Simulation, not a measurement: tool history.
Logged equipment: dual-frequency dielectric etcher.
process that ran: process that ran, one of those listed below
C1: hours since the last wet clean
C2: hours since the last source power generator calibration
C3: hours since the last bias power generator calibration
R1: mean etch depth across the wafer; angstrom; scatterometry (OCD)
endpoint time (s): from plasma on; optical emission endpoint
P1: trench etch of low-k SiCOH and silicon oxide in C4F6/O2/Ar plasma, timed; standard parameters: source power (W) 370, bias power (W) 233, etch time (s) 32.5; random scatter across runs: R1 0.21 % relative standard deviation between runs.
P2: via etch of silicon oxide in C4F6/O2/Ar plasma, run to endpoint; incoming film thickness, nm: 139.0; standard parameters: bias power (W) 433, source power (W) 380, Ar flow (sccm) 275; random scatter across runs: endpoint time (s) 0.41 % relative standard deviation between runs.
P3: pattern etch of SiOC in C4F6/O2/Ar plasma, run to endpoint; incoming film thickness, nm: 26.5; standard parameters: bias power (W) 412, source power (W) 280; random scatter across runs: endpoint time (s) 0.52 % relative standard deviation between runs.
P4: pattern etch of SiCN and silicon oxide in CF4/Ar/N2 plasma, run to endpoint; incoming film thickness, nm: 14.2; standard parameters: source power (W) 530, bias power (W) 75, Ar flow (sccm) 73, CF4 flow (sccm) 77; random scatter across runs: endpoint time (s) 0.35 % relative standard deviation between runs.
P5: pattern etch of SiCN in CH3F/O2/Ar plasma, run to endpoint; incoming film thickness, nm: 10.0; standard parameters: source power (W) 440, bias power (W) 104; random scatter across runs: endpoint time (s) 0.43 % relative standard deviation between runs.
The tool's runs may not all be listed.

Run 1, hour 8.4: process that ran P1, source power (W) 370, bias power (W) 233, etch time (s) 32.5; C1 156.6; C2 1547.4; C3 190.7. Result: R1 1103.8 angstrom.
Run 2, hour 19.3: process that ran P1, source power (W) 370, bias power (W) 315, etch time (s) 23.5; C1 167.5; C2 1558.3; C3 201.6. Result: R1 884.59 angstrom.
Run 3, hour 25.6: process that ran P4, source power (W) 530, bias power (W) 75, Ar flow (sccm) 73, CF4 flow (sccm) 77; C1 173.8; C2 1564.6; C3 207.9. Result: endpoint time (s) 12.818.
Run 4, hour 35.7: process that ran P4, source power (W) 530, bias power (W) 44, Ar flow (sccm) 73, CF4 flow (sccm) 77; C1 183.9; C2 1574.7; C3 218. Result: endpoint time (s) 15.001.
Run 5, hour 43.9: process that ran P1, source power (W) 370, bias power (W) 233, etch time (s) 32.5; C1 192.1; C2 1582.9; C3 226.2. Result: R1 1105.3 angstrom.
Run 6, hour 50.5: process that ran P5, source power (W) 300, bias power (W) 104; C1 198.7; C2 1589.5; C3 232.8. Result: endpoint time (s) 25.346.
Run 7, hour 58.5: process that ran P5, source power (W) 440, bias power (W) 104; C1 206.7; C2 1597.5; C3 240.8. Result: endpoint time (s) 21.924.
Run 8, hour 65.3: process that ran P1, source power (W) 370, bias power (W) 233, etch time (s) 32.5; C1 213.5; C2 1604.3; C3 247.6. Result: R1 1112.5 angstrom.
Run 9, hour 76.4: process that ran P1, source power (W) 370, bias power (W) 233, etch time (s) 32.5; C1 224.6; C2 1615.4; C3 258.7. Result: R1 1107 angstrom.
Run 10, hour 82.4: process that ran P1, source power (W) 370, bias power (W) 233, etch time (s) 32.5; C1 230.6; C2 1621.4; C3 264.7. Result: R1 1104.6 angstrom.
Run 11, hour 93.2: process that ran P1, source power (W) 370, bias power (W) 233, etch time (s) 40; C1 241.4; C2 1632.2; C3 275.5. Result: R1 1363.8 angstrom.
Run 12, hour 99.2: process that ran P2, source power (W) 380, bias power (W) 433, Ar flow (sccm) 275; C1 247.4; C2 1638.2; C3 281.5. Result: endpoint time (s) 33.002.
At hour 109.9: bias power generator calibrated.
Run 13, hour 110.2: process that ran P4, source power (W) 670, bias power (W) 75, Ar flow (sccm) 73, CF4 flow (sccm) 77; C1 258.4; C2 1649.2; C3 0.3. Result: endpoint time (s) 10.408.
Run 14, hour 121.9: process that ran P1, source power (W) 370, bias power (W) 171, etch time (s) 32.5; C1 270.1; C2 1660.9; C3 12. Result: R1 1001.8 angstrom.
Run 15, hour 131.6: process that ran P1, source power (W) 370, bias power (W) 170, etch time (s) 23; C1 279.8; C2 1670.6; C3 21.7. Result: R1 708.2 angstrom.
Run 16, hour 141.3: process that ran P3, source power (W) 190, bias power (W) 412; C1 289.5; C2 1680.3; C3 31.4. Result: endpoint time (s) 12.508.
Run 17, hour 147.9: process that ran P2, source power (W) 380, bias power (W) 433, Ar flow (sccm) 386; C1 296.1; C2 1686.9; C3 38. Result: endpoint time (s) 34.522.
Run 18, hour 155.5: process that ran P5, source power (W) 440, bias power (W) 145; C1 303.7; C2 1694.5; C3 45.6. Result: endpoint time (s) 19.174.
Run 19, hour 161.6: process that ran P2, source power (W) 520, bias power (W) 433, Ar flow (sccm) 275; C1 309.8; C2 1700.6; C3 51.7. Result: endpoint time (s) 29.726.
Run 20, hour 168.9: process that ran P2, source power (W) 380, bias power (W) 558, Ar flow (sccm) 275; C1 317.1; C2 1707.9; C3 59. Result: endpoint time (s) 30.183.
Run 21, hour 180.1: process that ran P3, source power (W) 280, bias power (W) 412; C1 328.3; C2 1719.1; C3 70.2. Result: endpoint time (s) 10.923.
Run 22, hour 186.4: process that ran P1, source power (W) 470, bias power (W) 233, etch time (s) 32.5; C1 334.6; C2 1725.4; C3 76.5. Result: R1 1219.6 angstrom.
Run 23, hour 196.8: process that ran P1, source power (W) 240, bias power (W) 233, etch time (s) 32.5; C1 345; C2 1735.8; C3 86.9. Result: R1 936.79 angstrom.
Run 24, hour 204.3: process that ran P4, source power (W) 530, bias power (W) 75, Ar flow (sccm) 53, CF4 flow (sccm) 77; C1 352.5; C2 1743.3; C3 94.4. Result: endpoint time (s) 12.317.
Run 25, hour 213.8: process that ran P1, source power (W) 310, bias power (W) 233, etch time (s) 19; C1 362; C2 1752.8; C3 103.9. Result: R1 606.44 angstrom.
Run 26, hour 221: process that ran P1, source power (W) 370, bias power (W) 233, etch time (s) 18; C1 369.2; C2 1760; C3 111.1. Result: R1 613.06 angstrom.
Run 27, hour 227: process that ran P4, source power (W) 530, bias power (W) 75, Ar flow (sccm) 73, CF4 flow (sccm) 108; C1 375.2; C2 1766; C3 117.1. Result: endpoint time (s) 12.317.
Run 28, hour 235.4: process that ran P1, source power (W) 370, bias power (W) 233, etch time (s) 32.5; C1 383.6; C2 1774.4; C3 125.5. Result: R1 1105.4 angstrom.

Run 29, settings as shown, results not yet in. Your forecast:
Run 29, hour 244.3: process that ran P3, source power (W) 280, bias power (W) 412; C1 392.5; C2 1783.3; C3 134.4. Result: endpoint time (s) ?.

endpoint time (s): 10.875

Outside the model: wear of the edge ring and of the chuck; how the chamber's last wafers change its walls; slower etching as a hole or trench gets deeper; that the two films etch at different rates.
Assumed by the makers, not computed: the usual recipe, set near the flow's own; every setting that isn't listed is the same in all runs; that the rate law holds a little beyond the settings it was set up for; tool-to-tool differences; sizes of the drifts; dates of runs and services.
